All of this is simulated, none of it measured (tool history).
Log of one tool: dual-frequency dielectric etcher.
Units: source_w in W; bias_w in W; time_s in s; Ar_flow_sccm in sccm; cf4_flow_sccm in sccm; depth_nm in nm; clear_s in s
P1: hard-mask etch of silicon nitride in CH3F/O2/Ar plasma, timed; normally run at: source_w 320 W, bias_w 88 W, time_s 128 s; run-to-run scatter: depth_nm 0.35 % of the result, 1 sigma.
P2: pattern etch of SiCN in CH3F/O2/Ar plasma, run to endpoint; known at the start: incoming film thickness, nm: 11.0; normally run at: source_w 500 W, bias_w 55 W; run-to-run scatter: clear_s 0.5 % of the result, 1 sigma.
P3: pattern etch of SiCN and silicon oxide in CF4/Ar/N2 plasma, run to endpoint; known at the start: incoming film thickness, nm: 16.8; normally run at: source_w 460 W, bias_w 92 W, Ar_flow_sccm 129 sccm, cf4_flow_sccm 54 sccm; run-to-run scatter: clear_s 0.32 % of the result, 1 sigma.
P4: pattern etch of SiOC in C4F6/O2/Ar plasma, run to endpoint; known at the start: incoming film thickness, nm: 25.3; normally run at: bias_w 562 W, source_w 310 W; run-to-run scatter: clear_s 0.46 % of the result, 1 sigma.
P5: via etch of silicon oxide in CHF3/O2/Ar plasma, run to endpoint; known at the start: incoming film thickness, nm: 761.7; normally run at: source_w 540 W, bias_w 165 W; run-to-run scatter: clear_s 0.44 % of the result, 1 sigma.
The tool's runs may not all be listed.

run     day  process  source_w  bias_w  time_s  Ar_flow_sccm  cf4_flow_sccm  depth_nm  clear_s
  1   0.583       P1       320      88     128                                 91.412
  2   1.017       P1       320      53     128                                 76.694
  3   1.488       P2       500      55                                                  29.877
  4   2.046       P1       320     104     128                                 97.071
  5   2.571       P2       500      55                                                  29.917
  6   3.112       P3       270      92                   129             54             31.651
  7   3.442       P5       540     116                                                  449.44
  8   3.958       P1       320      88     128                                 91.489
  9   4.308       P2       310      55                                                   35.69
 10   4.675       P3       460     120                   129             54             18.092
 11   5.067       P3       460      92                   129             54             20.126
 12   5.488       P2       500      43                                                  32.071
 13   5.975       P1       320      88     128                                 91.497
 14   6.412       P5       540     165                                                  403.23
 15    6.75       P3       460      92                   129             34             21.591
 16   7.238       P1       250     111     128                                 90.355
 17   7.558       P1       320      88      77                                 55.024
 18   8.075       P1       320      88     128                                 91.669
 19   8.617       P5       410     165                                                   446.3
 20   8.892       P1       260      88     128                                 84.217
 21   9.188       P1       320      88     128                                 91.414
 22   9.488       P4       310     669                                                  8.6202
 23   9.883       P1       440      88     170                                 136.61
 24  10.388       P3       460      92                    81             54             18.763
 25  10.912       P4       310     562                                                  9.1722
 26  11.462       P5       540     165                                                  400.78
 27  11.946       P4       220     562                                                  10.384
 28  12.304       P1       320      88     174                                 123.42
 29  12.729       P1       390      88     128                                 98.185
 30  13.038       P1       320      88     128                                 91.424

The next listed run, before its measurement:
 31  13.575       P1       320      88     128                                      ?

Run 31 gave depth_nm 92.371 nm.
